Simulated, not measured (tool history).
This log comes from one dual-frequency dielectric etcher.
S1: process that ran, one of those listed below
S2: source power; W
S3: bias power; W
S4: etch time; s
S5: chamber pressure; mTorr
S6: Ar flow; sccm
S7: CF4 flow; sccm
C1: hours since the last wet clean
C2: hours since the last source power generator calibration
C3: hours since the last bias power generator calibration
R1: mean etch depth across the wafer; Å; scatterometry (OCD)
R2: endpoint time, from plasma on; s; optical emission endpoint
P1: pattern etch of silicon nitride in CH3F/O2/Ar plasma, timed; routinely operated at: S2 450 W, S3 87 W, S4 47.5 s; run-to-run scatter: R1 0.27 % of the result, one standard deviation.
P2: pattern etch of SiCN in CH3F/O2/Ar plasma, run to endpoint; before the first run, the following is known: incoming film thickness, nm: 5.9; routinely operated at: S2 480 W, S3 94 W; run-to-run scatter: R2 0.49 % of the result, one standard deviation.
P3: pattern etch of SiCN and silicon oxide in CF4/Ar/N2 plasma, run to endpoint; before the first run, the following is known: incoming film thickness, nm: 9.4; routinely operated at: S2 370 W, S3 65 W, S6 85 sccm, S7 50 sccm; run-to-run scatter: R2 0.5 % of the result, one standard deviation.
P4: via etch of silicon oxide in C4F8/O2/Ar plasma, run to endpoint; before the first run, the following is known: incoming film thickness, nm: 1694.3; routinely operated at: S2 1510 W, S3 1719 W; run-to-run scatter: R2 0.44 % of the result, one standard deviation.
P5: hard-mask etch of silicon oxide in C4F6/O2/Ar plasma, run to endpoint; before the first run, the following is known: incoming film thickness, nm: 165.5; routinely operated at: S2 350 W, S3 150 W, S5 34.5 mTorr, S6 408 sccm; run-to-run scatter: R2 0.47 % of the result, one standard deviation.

run	hour	S1	S2	S3	S4	S5	S6	S7	C1	C2	C3	R1	R2
1	2.7	P1	450	87	47.5				138.7	2173.0	1619.3	371.88	
2	6.9	P2	480	94					142.9	2177.2	1623.5		13.361
3	10.3	P1	450	87	47.5				146.3	2180.6	1626.9	372.23	
4	13.3	P1	450	87	47.5				149.3	2183.6	1629.9	371.18	
5	16.9	P1	360	87	47.5				152.9	2187.2	1633.5	341.06	
6	20.5	P1	450	87	47.5				156.5	2190.8	1637.1	370.82	
7	23.0	P1	450	67	47.5				159.0	2193.3	1639.6	339.41	
8	24.9	P5	350	150		34.5	408		160.9	2195.2	1641.5		60.977
9	27.3	P3	370	65			85	31	163.3	2197.6	1643.9		14.349
10	30.5	P4	1510	2298					166.5	2200.8	1647.1		352.510
11	34.0	P1	450	87	47.5				170.0	2204.3	1650.6	372.48	
12	36.1	P5	350	150		34.5	482		172.1	2206.4	1652.7		62.153
13	39.4	P1	450	87	57.5				175.4	2209.7	1656.0	449.30	
14	41.7	P4	890	1719					177.7	2212.0	1658.3		471.110
15	45.4	P4	1510	1719					181.4	2215.7	1662.0		385.640
16	48.0	P1	450	87	47.5				184.0	2218.3	1664.6	372.62	
17	52.0	P5	350	150		26.5	408		188.0	2222.3	1668.6		59.212
18	55.5	P2	480	65					191.5	2225.8	1672.1		15.250
19	58.6	P1	280	60	47.5				194.6	2228.9	1675.2	273.55	
20	60.8	P3	370	65			52	50	196.8	2231.1	1677.4		12.326
21	62.8	P3	250	65			85	50	198.8	2233.1	1679.4		18.795
# hour 64.4: wet clean of the chamber
22	65.9	P3	370	65			85	50	1.6	2236.2	1682.5		13.418
23	69.0	P5	250	150		34.5	408		4.7	2239.3	1685.6		69.625
24	72.2	P3	370	48			85	50	7.9	2242.5	1688.8		14.624
25	76.2	P5	350	150		34.5	408		11.9	2246.5	1692.8		60.768
26	79.1	P1	450	115	47.5				14.8	2249.4	1695.7	411.42	
27	82.1	P1	570	87	47.5				17.8	2252.4	1698.7	404.57	
28	84.7	P5	350	88		34.5	408		20.4	2255.0	1701.3		70.917
29	87.5	P1	450	87	37.0				23.2	2257.8	1704.1	289.04	
30	90.5	P3	370	65			85	50	26.2	2260.8	1707.1		13.211
31	93.0	P2	330	94					28.7	2263.3	1709.6		15.477
32	96.2	P1	450	87	47.5				31.9	2266.5	1712.8	371.12	
33	100.0	P1	450	87	47.5				35.7	2270.3	1716.6	373.72	
34	103.6	P1	450	87	47.5				39.3	2273.9	1720.2	375.75	
35	106.6	P1	450	87	47.5				42.3	2276.9	1723.2	375.38	
36	108.6	P1	450	87	47.5				44.3	2278.9	1725.2	373.67	
37	111.9	P1	450	87	47.5				47.6	2282.2	1728.5	375.39	
# hour 114.1: wet clean of the chamber
38	114.9	P1	450	87	47.5				0.8	2285.2	1731.5	376.42	
39	118.3	P1	450	87	47.5				4.2	2288.6	1734.9	375.54	
40	121.3	P1	450	87	47.5				7.2	2291.6	1737.9	375.81	
41	125.4	P1	450	87	47.5				11.3	2295.7	1742.0	377.57	

The log shows P1 creeping away from where it was. Any of the 2 causes listed here, at the size stated for it, fits the log just as well as the others:
A: bias power that arrives over what is set, % = 3.81
B: source power that arrives over what is set, % = 3.6
The gradual shift began around hour 96.2.
Ruled out, with reasons:
chamber walls in a state that raises the etch rate, %: serviced at hour 114.1, after the drift had started, without restoring the earlier output

The 4 check runs listed below each average the results of 3 wafers, and their outcomes are marked with question marks. Under which run would the listed causes produce clearly different results?
check 1	129.5	P4	1130	2233									?
check 2	129.5	P2	390	69									?
check 3	129.5	P5	350	97		34.5	408						?
check 4	129.5	P3	370	50			56	50					?

If the cause were each of the candidates in turn, the checks would give the following:
check	result	if A	if B
check 1	R2	392.750	391.790
check 2	R2	15.836	15.834
check 3	R2	68.480	68.208
check 4	R2	13.408	13.140
Per check, the gap between the least separated pair of causes, taken in the result that splits them most: check 1 0.24 %; check 2 0.02 %; check 3 0.4 %; check 4 2.02 %
The other checks would show nearly matching results whichever cause is true, so check 4 is the only one that separates the causes.

Check 4 has now been run. It gave: R2 13.402 s. Which of the candidate causes is it?

The correct cause is A, namely: bias power that arrives over what is set, %.
